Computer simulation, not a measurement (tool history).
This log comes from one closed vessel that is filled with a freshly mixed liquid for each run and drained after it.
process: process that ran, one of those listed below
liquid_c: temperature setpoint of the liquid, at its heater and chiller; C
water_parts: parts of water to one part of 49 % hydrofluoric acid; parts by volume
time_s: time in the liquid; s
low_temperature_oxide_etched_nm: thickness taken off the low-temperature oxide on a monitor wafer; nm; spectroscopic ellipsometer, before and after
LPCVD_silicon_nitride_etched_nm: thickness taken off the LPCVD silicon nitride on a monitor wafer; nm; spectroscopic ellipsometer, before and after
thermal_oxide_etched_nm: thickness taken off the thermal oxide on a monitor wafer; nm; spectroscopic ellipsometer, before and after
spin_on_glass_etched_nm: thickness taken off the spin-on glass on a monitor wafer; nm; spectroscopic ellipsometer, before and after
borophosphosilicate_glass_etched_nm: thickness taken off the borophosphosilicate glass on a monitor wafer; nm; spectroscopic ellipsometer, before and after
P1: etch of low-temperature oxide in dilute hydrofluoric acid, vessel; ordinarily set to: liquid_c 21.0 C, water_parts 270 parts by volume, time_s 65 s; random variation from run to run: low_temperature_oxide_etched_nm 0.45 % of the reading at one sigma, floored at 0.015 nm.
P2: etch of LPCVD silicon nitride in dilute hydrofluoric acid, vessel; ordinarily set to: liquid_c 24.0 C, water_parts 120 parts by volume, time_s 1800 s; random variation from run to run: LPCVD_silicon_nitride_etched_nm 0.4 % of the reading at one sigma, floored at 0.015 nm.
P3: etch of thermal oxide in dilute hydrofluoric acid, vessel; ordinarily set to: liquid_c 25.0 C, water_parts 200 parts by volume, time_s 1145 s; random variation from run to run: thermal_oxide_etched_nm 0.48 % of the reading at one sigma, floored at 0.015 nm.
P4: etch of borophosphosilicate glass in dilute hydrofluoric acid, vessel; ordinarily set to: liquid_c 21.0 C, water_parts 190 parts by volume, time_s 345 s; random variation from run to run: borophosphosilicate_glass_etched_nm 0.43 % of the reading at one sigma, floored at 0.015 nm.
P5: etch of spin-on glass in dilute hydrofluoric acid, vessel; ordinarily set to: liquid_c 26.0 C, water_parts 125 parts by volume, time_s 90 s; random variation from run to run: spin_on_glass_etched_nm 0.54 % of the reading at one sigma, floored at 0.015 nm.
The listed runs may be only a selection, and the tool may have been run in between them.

run,hour,process,liquid_c,water_parts,time_s,hours since the thermometer was replaced,hours since the hydrofluoric acid flow meter was replaced,low_temperature_oxide_etched_nm,LPCVD_silicon_nitride_etched_nm,thermal_oxide_etched_nm,spin_on_glass_etched_nm,borophosphosilicate_glass_etched_nm
1,11.7,P1,21.0,270,65,268.9,600.1,6.3976,,,,
2,23.6,P2,24.0,120,2810,280.8,612.0,,12.6880,,,
3,33.2,P3,25.0,200,1145,290.4,621.6,,,24.845,,
4,41.1,P5,26.0,125,140,298.3,629.5,,,,26.505,
5,46.4,P1,21.0,60,65,303.6,634.8,35.9300,,,,
6,56.2,P1,21.0,270,65,313.4,644.6,6.4714,,,,
7,65.6,P2,24.0,120,1800,322.8,654.0,,8.0671,,,
8,72.5,P1,21.0,270,105,329.7,660.9,10.3900,,,,
9,80.1,P4,21.0,30,345,337.3,668.5,,,,,385.510
10,85.9,P5,26.0,215,90,343.1,674.3,,,,9.010,
11,91.9,P5,26.0,125,90,349.1,680.3,,,,17.024,
12,102.2,P3,25.0,200,2060,359.4,690.6,,,44.451,,
13,108.3,P5,33.5,125,90,365.5,696.7,,,,22.276,
14,114.5,P1,17.0,270,65,371.7,702.9,5.5453,,,,
15,126.3,P1,21.0,270,30,383.5,714.7,2.9454,,,,
16,132.8,P4,21.0,190,345,390.0,721.2,,,,,50.646
17,143.7,P4,21.0,190,90,400.9,732.1,,,,,13.304
18,153.3,P3,25.0,280,1145,410.5,741.7,,,16.274,,
19,165.2,P1,21.0,270,65,422.4,753.6,6.4547,,,,
20,175.1,P1,28.5,270,65,432.3,763.5,8.3159,,,,
21,183.5,P3,25.0,200,1145,440.7,771.9,,,24.742,,
22,194.0,P1,21.0,480,65,451.2,782.4,3.0122,,,,
23,205.6,P3,32.5,200,1145,462.8,794.0,,,32.009,,
24,214.2,P5,26.0,125,90,471.4,802.6,,,,17.090,
25,220.5,P2,30.0,120,1800,477.7,808.9,,11.9460,,,
26,228.0,P1,21.0,270,65,485.2,816.4,6.3933,,,,
27,239.2,P1,29.0,270,95,496.4,827.6,12.4350,,,,
28,247.1,P1,21.0,270,65,504.3,835.5,6.3999,,,,
29,257.3,P2,24.0,65,1800,514.5,845.7,,14.8190,,,
30,264.7,P4,28.5,190,345,521.9,853.1,,,,,66.745
31,270.8,P1,21.0,270,65,528.0,859.2,6.3333,,,,
32,281.6,P1,21.0,270,65,538.8,870.0,6.2326,,,,
33,287.4,P1,21.0,270,65,544.6,875.8,6.1814,,,,
34,297.4,P1,21.0,270,65,554.6,885.8,6.1423,,,,
35,309.3,P1,21.0,270,65,566.5,897.7,6.0902,,,,
36,317.8,P1,21.0,270,65,575.0,906.2,6.0304,,,,
37,325.0,P1,21.0,270,65,582.2,913.4,6.0343,,,,
38,333.5,P1,21.0,270,65,590.7,921.9,6.0701,,,,
39,340.1,P1,21.0,270,65,597.3,928.5,6.0047,,,,
40,350.9,P1,21.0,270,65,608.1,939.3,6.0505,,,,

The log shows P1 creeping away from where it was. Any of the 2 causes listed here, at the size stated for it, fits the log just as well as the others:
A: hydrofluoric acid flow below the setpoint (%) = 4.61
B: liquid colder than its thermometer reads (K) = 1.61
Creep in the process output first set in at about hour 270.8.

Each of the 4 check runs below uses one wafer; its results are left as question marks. Which run tells the causes apart?
check 1,361.7,P5,26.0,125,90,,,,,,?,
check 2,361.7,P4,21.0,190,345,,,,,,,?
check 3,361.7,P3,25.0,200,1145,,,,,?,,
check 4,361.7,P2,24.0,120,1800,,,,?,,,

If the cause were each of the candidates in turn, the checks would give the following:
check,result,if A,if B
check 1,spin_on_glass_etched_nm,16.148,16.031
check 2,borophosphosilicate_glass_etched_nm,48.015,47.730
check 3,thermal_oxide_etched_nm,23.447,23.410
check 4,LPCVD_silicon_nitride_etched_nm,7.7509,7.3051
Per-check spread between the two closest causes, in the result where they differ most: check 1 0.73 %; check 2 0.59 %; check 3 0.16 %; check 4 5.92 %
Check 4 is the one run that separates the causes; every other check would come out nearly the same whichever cause is at work.

Here is what check 4 returned: LPCVD_silicon_nitride_etched_nm 7.7494 nm. Which cause is it?

The correct cause is A, namely: hydrofluoric acid flow below the setpoint (%).

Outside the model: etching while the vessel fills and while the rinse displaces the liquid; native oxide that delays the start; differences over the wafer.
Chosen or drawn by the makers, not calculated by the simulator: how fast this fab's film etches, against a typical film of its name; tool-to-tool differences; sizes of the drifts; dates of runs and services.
